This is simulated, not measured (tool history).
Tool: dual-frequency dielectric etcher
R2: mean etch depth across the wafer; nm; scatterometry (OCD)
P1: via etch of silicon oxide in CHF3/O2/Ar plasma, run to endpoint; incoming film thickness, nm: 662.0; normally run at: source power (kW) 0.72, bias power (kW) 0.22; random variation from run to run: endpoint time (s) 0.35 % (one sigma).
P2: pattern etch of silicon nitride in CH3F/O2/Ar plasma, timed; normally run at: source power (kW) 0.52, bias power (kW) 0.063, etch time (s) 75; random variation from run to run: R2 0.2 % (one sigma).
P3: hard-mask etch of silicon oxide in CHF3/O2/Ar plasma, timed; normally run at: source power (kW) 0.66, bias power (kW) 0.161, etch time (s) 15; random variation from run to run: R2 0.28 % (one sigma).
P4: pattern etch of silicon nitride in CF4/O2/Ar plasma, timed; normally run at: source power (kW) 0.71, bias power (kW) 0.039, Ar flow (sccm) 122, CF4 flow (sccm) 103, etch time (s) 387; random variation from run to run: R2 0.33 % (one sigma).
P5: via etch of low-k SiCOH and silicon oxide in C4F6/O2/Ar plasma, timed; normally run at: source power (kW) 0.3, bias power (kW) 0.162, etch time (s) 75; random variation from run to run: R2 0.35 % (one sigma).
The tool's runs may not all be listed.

run 1 hour=4.4 | process_that_ran=P1 source_power_(kW)=0.72 bias_power_(kW)=0.22 | endpoint_time_(s)=294.98
run 2 hour=8.4 | process_that_ran=P5 source_power_(kW)=0.3 bias_power_(kW)=0.162 etch_time_(s)=75 | R2=179.66
run 3 hour=12.5 | process_that_ran=P4 source_power_(kW)=0.71 bias_power_(kW)=0.039 etch_time_(s)=514 Ar_flow_(sccm)=122 CF4_flow_(sccm)=103 | R2=1204.5
run 4 hour=16.8 | process_that_ran=P4 source_power_(kW)=0.71 bias_power_(kW)=0.039 etch_time_(s)=387 Ar_flow_(sccm)=122 CF4_flow_(sccm)=142 | R2=951.55
run 5 hour=19.5 | process_that_ran=P1 source_power_(kW)=0.72 bias_power_(kW)=0.22 | endpoint_time_(s)=293.94
run 6 hour=23.6 | process_that_ran=P1 source_power_(kW)=0.72 bias_power_(kW)=0.283 | endpoint_time_(s)=270.43
run 7 hour=27.7 | process_that_ran=P4 source_power_(kW)=0.71 bias_power_(kW)=0.031 etch_time_(s)=387 Ar_flow_(sccm)=122 CF4_flow_(sccm)=103 | R2=845.75
run 8 hour=31.4 | process_that_ran=P5 source_power_(kW)=0.3 bias_power_(kW)=0.216 etch_time_(s)=75 | R2=196.81
run 9 hour=34.7 | process_that_ran=P5 source_power_(kW)=0.3 bias_power_(kW)=0.162 etch_time_(s)=41 | R2=97.136
run 10 hour=37.5 | process_that_ran=P2 source_power_(kW)=0.52 bias_power_(kW)=0.063 etch_time_(s)=41 | R2=30.427
run 11 hour=41.3 | process_that_ran=P1 source_power_(kW)=0.53 bias_power_(kW)=0.273 | endpoint_time_(s)=308.23
run 12 hour=45.8 | process_that_ran=P4 source_power_(kW)=0.71 bias_power_(kW)=0.039 etch_time_(s)=387 Ar_flow_(sccm)=148 CF4_flow_(sccm)=103 | R2=883.94
run 13 hour=50.4 | process_that_ran=P3 source_power_(kW)=0.66 bias_power_(kW)=0.227 etch_time_(s)=15 | R2=33.731
run 14 hour=54.2 | process_that_ran=P1 source_power_(kW)=0.46 bias_power_(kW)=0.272 | endpoint_time_(s)=325.17
run 15 hour=57.6 | process_that_ran=P3 source_power_(kW)=0.66 bias_power_(kW)=0.161 etch_time_(s)=15 | R2=30.111
run 16 hour=62.5 | process_that_ran=P2 source_power_(kW)=0.52 bias_power_(kW)=0.063 etch_time_(s)=75 | R2=55.768
run 17 hour=66.4 | process_that_ran=P2 source_power_(kW)=0.52 bias_power_(kW)=0.089 etch_time_(s)=75 | R2=62.546
run 18 hour=69.9 | process_that_ran=P4 source_power_(kW)=0.84 bias_power_(kW)=0.039 etch_time_(s)=387 Ar_flow_(sccm)=122 CF4_flow_(sccm)=103 | R2=1052.9
run 19 hour=74.3 | process_that_ran=P1 source_power_(kW)=0.72 bias_power_(kW)=0.22 | endpoint_time_(s)=294.65
run 20 hour=79.1 | process_that_ran=P4 source_power_(kW)=0.71 bias_power_(kW)=0.039 etch_time_(s)=387 Ar_flow_(sccm)=122 CF4_flow_(sccm)=103 | R2=903.48
run 21 hour=83.9 | process_that_ran=P5 source_power_(kW)=0.43 bias_power_(kW)=0.162 etch_time_(s)=75 | R2=204.29
run 22 hour=87.3 | process_that_ran=P3 source_power_(kW)=0.66 bias_power_(kW)=0.161 etch_time_(s)=22.5 | R2=45.305
run 23 hour=91.1 | process_that_ran=P1 source_power_(kW)=0.97 bias_power_(kW)=0.22 | endpoint_time_(s)=264.49
run 24 hour=94.1 | process_that_ran=P1 source_power_(kW)=0.43 bias_power_(kW)=0.22 | endpoint_time_(s)=360.01
run 25 hour=97.8 | process_that_ran=P1 source_power_(kW)=0.72 bias_power_(kW)=0.22 | endpoint_time_(s)=295
run 26 hour=102.5 | process_that_ran=P3 source_power_(kW)=0.48 bias_power_(kW)=0.161 etch_time_(s)=15 | R2=26.647
run 27 hour=106.7 | process_that_ran=P1 source_power_(kW)=0.72 bias_power_(kW)=0.22 | endpoint_time_(s)=296.54
run 28 hour=111 | process_that_ran=P1 source_power_(kW)=0.72 bias_power_(kW)=0.22 | endpoint_time_(s)=295.2
run 29 hour=115.3 | process_that_ran=P2 source_power_(kW)=0.63 bias_power_(kW)=0.063 etch_time_(s)=75 | R2=59.936
run 30 hour=118.4 | process_that_ran=P3 source_power_(kW)=0.66 bias_power_(kW)=0.161 etch_time_(s)=15 | R2=30.188
-- hour=121.8 bias power generator calibrated
run 31 hour=122.5 | process_that_ran=P1 source_power_(kW)=0.72 bias_power_(kW)=0.22 | endpoint_time_(s)=294.6
run 32 hour=126.2 | process_that_ran=P1 source_power_(kW)=0.72 bias_power_(kW)=0.167 | endpoint_time_(s)=324.35
run 33 hour=131.3 | process_that_ran=P2 source_power_(kW)=0.52 bias_power_(kW)=0.063 etch_time_(s)=75 | R2=55.702
run 34 hour=135.3 | process_that_ran=P1 source_power_(kW)=0.72 bias_power_(kW)=0.22 | endpoint_time_(s)=295.92
run 35 hour=138 | process_that_ran=P1 source_power_(kW)=0.72 bias_power_(kW)=0.22 | endpoint_time_(s)=297.41
run 36 hour=140.4 | process_that_ran=P1 source_power_(kW)=0.72 bias_power_(kW)=0.22 | endpoint_time_(s)=296.87
run 37 hour=144.6 | process_that_ran=P1 source_power_(kW)=0.72 bias_power_(kW)=0.22 | endpoint_time_(s)=299.64
-- hour=147.1 wet clean of the chamber
run 38 hour=148 | process_that_ran=P1 source_power_(kW)=0.72 bias_power_(kW)=0.22 | endpoint_time_(s)=298.01
run 39 hour=151.1 | process_that_ran=P1 source_power_(kW)=0.72 bias_power_(kW)=0.22 | endpoint_time_(s)=299.36
run 40 hour=153.8 | process_that_ran=P1 source_power_(kW)=0.72 bias_power_(kW)=0.22 | endpoint_time_(s)=300.88
run 41 hour=157.5 | process_that_ran=P1 source_power_(kW)=0.72 bias_power_(kW)=0.22 | endpoint_time_(s)=298.92

The next listed run, before its measurement:
run 42 hour=160.7 | process_that_ran=P1 source_power_(kW)=0.72 bias_power_(kW)=0.22 | endpoint_time_(s)=?

endpoint time (s): 300.16

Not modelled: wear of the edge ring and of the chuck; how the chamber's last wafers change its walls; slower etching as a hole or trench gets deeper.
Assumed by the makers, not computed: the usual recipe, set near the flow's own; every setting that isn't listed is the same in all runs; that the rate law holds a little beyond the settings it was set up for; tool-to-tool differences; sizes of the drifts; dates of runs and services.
